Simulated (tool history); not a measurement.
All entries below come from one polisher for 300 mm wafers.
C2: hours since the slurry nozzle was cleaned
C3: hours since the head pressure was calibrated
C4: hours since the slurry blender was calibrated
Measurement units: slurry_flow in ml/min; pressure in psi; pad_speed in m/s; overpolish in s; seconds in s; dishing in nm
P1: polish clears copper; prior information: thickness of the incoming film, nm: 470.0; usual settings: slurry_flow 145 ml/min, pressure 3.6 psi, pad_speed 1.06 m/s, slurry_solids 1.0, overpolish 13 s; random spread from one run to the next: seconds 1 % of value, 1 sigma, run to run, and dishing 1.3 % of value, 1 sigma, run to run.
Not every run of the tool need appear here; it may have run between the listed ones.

Run 1, day 0.108: slurry_flow 145 ml/min, pressure 3.6 psi, pad_speed 1.06 m/s, slurry_solids 1.0, overpolish 13 s; wafers polished on this pad 178; C2 387.5; C3 666.6; C4 49.1. Result: seconds 111.540 s, dishing 28.352 nm.
Run 2, day 0.238: slurry_flow 145 ml/min, pressure 3.6 psi, pad_speed 1.06 m/s, slurry_solids 1.0, overpolish 6 s; wafers polished on this pad 210; C2 390.6; C3 669.7; C4 52.2. Result: seconds 110.580 s, dishing 16.767 nm.
Run 3, day 0.362: slurry_flow 145 ml/min, pressure 3.6 psi, pad_speed 1.06 m/s, slurry_solids 1.0, overpolish 13 s; wafers polished on this pad 240; C2 393.6; C3 672.7; C4 55.2. Result: seconds 110.570 s, dishing 27.841 nm.
Run 4, day 0.467: slurry_flow 145 ml/min, pressure 2.3 psi, pad_speed 1.06 m/s, slurry_solids 1.0, overpolish 13 s; wafers polished on this pad 265; C2 396.1; C3 675.2; C4 57.7. Result: seconds 171.970 s, dishing 20.217 nm.
Run 5, day 0.592: slurry_flow 85 ml/min, pressure 3.6 psi, pad_speed 1.06 m/s, slurry_solids 1.0, overpolish 13 s; wafers polished on this pad 295; C2 399.1; C3 678.2; C4 60.7. Result: seconds 123.420 s, dishing 26.267 nm.
Run 6, day 0.692: slurry_flow 145 ml/min, pressure 3.6 psi, pad_speed 1.06 m/s, slurry_solids 1.0, overpolish 13 s; wafers polished on this pad 319; C2 401.5; C3 680.6; C4 63.1. Result: seconds 108.270 s, dishing 27.944 nm.
Run 7, day 0.812: slurry_flow 225 ml/min, pressure 3.6 psi, pad_speed 1.06 m/s, slurry_solids 1.0, overpolish 13 s; wafers polished on this pad 348; C2 404.4; C3 683.5; C4 66.0. Result: seconds 103.460 s, dishing 29.007 nm.
Run 8, day 0.925: slurry_flow 90 ml/min, pressure 3.6 psi, pad_speed 0.56 m/s, slurry_solids 1.0, overpolish 13 s; wafers polished on this pad 375; C2 407.1; C3 686.2; C4 68.7. Result: seconds 229.090 s, dishing 16.799 nm.
Run 9, day 1.021: slurry_flow 145 ml/min, pressure 3.6 psi, pad_speed 1.06 m/s, slurry_solids 1.0, overpolish 13 s; wafers polished on this pad 399; C2 409.4; C3 688.5; C4 71.0. Result: seconds 111.180 s, dishing 28.163 nm.
Run 10, day 1.175: slurry_flow 145 ml/min, pressure 3.6 psi, pad_speed 1.06 m/s, slurry_solids 1.5, overpolish 13 s; wafers polished on this pad 436; C2 413.1; C3 692.2; C4 74.7. Result: seconds 99.717 s, dishing 28.995 nm.
Run 11, day 1.262: slurry_flow 145 ml/min, pressure 3.6 psi, pad_speed 1.06 m/s, slurry_solids 1.0, overpolish 13 s; wafers polished on this pad 457; C2 415.2; C3 694.3; C4 76.8. Result: seconds 108.870 s, dishing 28.011 nm.
Run 12, day 1.342: slurry_flow 145 ml/min, pressure 3.6 psi, pad_speed 1.06 m/s, slurry_solids 1.0, overpolish 26 s; wafers polished on this pad 476; C2 417.1; C3 696.2; C4 78.7. Result: seconds 108.660 s, dishing 37.835 nm.
Run 13, day 1.429: slurry_flow 145 ml/min, pressure 3.6 psi, pad_speed 1.06 m/s, slurry_solids 0.5, overpolish 13 s; wafers polished on this pad 497; C2 419.2; C3 698.3; C4 80.8. Result: seconds 128.310 s, dishing 25.906 nm.
Run 14, day 1.600: slurry_flow 145 ml/min, pressure 3.6 psi, pad_speed 0.76 m/s, slurry_solids 1.0, overpolish 13 s; wafers polished on this pad 538; C2 423.3; C3 702.4; C4 84.9. Result: seconds 154.040 s, dishing 22.998 nm.
Run 15, day 1.779: slurry_flow 145 ml/min, pressure 4.5 psi, pad_speed 1.62 m/s, slurry_solids 1.0, overpolish 13 s; wafers polished on this pad 582; C2 427.6; C3 706.7; C4 89.2. Result: seconds 57.035 s, dishing 38.059 nm.
Run 16, day 1.954: slurry_flow 145 ml/min, pressure 3.6 psi, pad_speed 1.06 m/s, slurry_solids 1.0, overpolish 13 s; wafers polished on this pad 624; C2 431.8; C3 710.9; C4 93.4. Result: seconds 110.660 s, dishing 28.004 nm.
Run 17, day 2.125: slurry_flow 145 ml/min, pressure 3.6 psi, pad_speed 1.52 m/s, slurry_solids 1.0, overpolish 13 s; wafers polished on this pad 665; C2 435.9; C3 715.0; C4 97.5. Result: seconds 76.460 s, dishing 33.492 nm.
Run 18, day 2.258: slurry_flow 145 ml/min, pressure 5.0 psi, pad_speed 1.06 m/s, slurry_solids 1.0, overpolish 13 s; wafers polished on this pad 697; C2 439.1; C3 718.2; C4 100.7. Result: seconds 78.433 s, dishing 33.211 nm.
Run 19, day 2.421: slurry_flow 145 ml/min, pressure 3.6 psi, pad_speed 1.06 m/s, slurry_solids 1.0, overpolish 13 s; wafers polished on this pad 736; C2 443.0; C3 722.1; C4 104.6. Result: seconds 110.460 s, dishing 27.317 nm.

What does the tool deliver on the next run?
Run 20, day 2.521: slurry_flow 145 ml/min, pressure 3.6 psi, pad_speed 1.06 m/s, slurry_solids 1.0, overpolish 13 s; wafers polished on this pad 761; C2 445.4; C3 724.5; C4 107.0. Result: seconds ?, dishing ?.

seconds: 114.400 s
dishing: 27.425 nm
